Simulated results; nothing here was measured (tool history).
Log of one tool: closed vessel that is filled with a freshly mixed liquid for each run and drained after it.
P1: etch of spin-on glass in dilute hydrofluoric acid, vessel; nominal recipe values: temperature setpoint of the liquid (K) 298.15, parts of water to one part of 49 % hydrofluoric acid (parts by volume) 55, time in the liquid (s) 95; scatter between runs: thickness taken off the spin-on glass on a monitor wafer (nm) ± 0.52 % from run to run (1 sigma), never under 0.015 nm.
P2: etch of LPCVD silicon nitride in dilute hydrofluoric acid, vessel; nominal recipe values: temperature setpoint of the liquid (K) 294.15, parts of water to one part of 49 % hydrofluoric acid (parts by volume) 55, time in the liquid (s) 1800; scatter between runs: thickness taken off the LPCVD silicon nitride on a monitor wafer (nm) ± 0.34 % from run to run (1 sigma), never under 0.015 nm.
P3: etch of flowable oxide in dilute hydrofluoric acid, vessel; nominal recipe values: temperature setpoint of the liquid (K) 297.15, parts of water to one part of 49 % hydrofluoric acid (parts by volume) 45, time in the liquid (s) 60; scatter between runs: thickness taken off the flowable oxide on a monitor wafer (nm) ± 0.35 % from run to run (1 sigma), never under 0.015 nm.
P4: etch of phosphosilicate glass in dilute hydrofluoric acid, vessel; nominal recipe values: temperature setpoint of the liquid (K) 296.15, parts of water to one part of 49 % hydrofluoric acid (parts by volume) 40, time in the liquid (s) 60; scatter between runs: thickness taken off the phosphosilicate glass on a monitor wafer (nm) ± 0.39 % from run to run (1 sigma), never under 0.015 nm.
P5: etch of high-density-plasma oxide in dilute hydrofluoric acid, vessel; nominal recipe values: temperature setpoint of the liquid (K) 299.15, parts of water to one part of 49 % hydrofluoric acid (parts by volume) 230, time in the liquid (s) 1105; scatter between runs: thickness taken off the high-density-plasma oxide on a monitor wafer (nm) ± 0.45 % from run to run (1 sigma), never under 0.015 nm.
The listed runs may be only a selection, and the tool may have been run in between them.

run	hour	process that ran	temperature setpoint of the liquid (K)	parts of water to one part of 49 % hydrofluoric acid (parts by volume)	time in the liquid (s)	thickness taken off the spin-on glass on a monitor wafer (nm)	thickness taken off the flowable oxide on a monitor wafer (nm)	thickness taken off the high-density-plasma oxide on a monitor wafer (nm)	thickness taken off the phosphosilicate glass on a monitor wafer (nm)	thickness taken off the LPCVD silicon nitride on a monitor wafer (nm)
1	8.3	P1	298.15	55	95	53.441				
2	19	P3	297.15	45	60		41.494			
3	26.2	P5	299.15	45	1105			152.15		
4	33	P4	296.15	60	60				80.384	
5	42.8	P1	305.65	55	95	71.564				
6	49.5	P2	294.15	20	1800					33.16
7	55.7	P1	298.15	55	95	53.475				
8	68.6	P2	290.15	55	1800					9.4713
9	76.8	P2	294.15	55	750					5.223
10	86	P5	306.65	230	1105			30.935		
11	95	P4	304.15	40	60				171.37	
12	103.2	P1	298.15	55	95	53.424				
13	115.2	P1	298.15	55	95	53.66				
14	127.2	P5	299.15	230	1105			23.835		
15	133.4	P1	298.15	20	95	155.5				
16	140.2	P2	294.15	55	1800					12.447
17	146.9	P5	299.15	230	1855			39.812		
18	154.1	P1	298.15	55	95	53.956				
19	165.1	P1	298.15	55	175	98.77				
20	177.6	P1	293.65	55	95	44.359				
21	185.2	P1	298.15	55	30	16.997				
22	194.4	P1	292.15	55	175	77.463				
23	201.6	P1	298.15	90	95	31.348				
24	210.9	P4	296.15	40	60				123.12	
25	223.8	P4	296.15	40	30				61.506	
26	235.8	P3	297.15	20	60		96.747			
27	242.7	P3	297.15	45	30		20.777			
28	250.2	P4	296.15	40	60				122.52	
29	260.9	P1	301.65	55	160	103.56				
30	269.1	P3	303.15	45	60		52.874			
31	279.9	P1	298.15	55	95	53.508				
32	291.4	P1	298.15	55	95	55.692				
33	297	P1	298.15	55	95	55.767				
34	305.3	P1	298.15	55	95	56.626				
35	313.7	P1	298.15	55	95	56.77				
36	321.3	P1	298.15	55	95	57.342				
37	330.4	P1	298.15	55	95	57.843				
38	340.5	P1	298.15	55	95	57.441				
39	348.1	P1	298.15	55	95	57.606				

Compared with where it was, what P1 gives has crept away. Each cause listed below fits the log as well as the rest, at the size given for it:
A: liquid hotter than its thermometer reads (K) = 1.84
B: hydrofluoric acid flow above the setpoint (%) = 7.18
The process output started creeping at around hour 279.9.

Each of the 4 check runs below uses one wafer; its results are left as question marks. Which run tells the causes apart?
check 1	355.7	P3	297.15	20	60		?			
check 2	355.7	P4	300.65	40	60				?	
check 3	355.7	P5	306.65	60	1105			?		
check 4	355.7	P2	294.15	55	810					?

Outcome of each check run for each possible cause:
check	result	if A	if B
check 1	thickness taken off the flowable oxide on a monitor wafer (nm)	104.05	103.43
check 2	thickness taken off the phosphosilicate glass on a monitor wafer (nm)	159.12	159.04
check 3	thickness taken off the high-density-plasma oxide on a monitor wafer (nm)	160.84	161.98
check 4	thickness taken off the LPCVD silicon nitride on a monitor wafer (nm)	6.3789	6.0181
Gap, in per cent, between the two causes that each check separates least, read from the result that separates them most: check 1 0.6 %; check 2 0.05 %; check 3 0.7 %; check 4 5.82 %
Only check 4 tells the causes apart: in the others they would give nearly the same result.

Check 4 was then run and gave: thickness taken off the LPCVD silicon nitride on a monitor wafer (nm) 5.984. Which cause is it?

It is B: hydrofluoric acid flow above the setpoint (%).
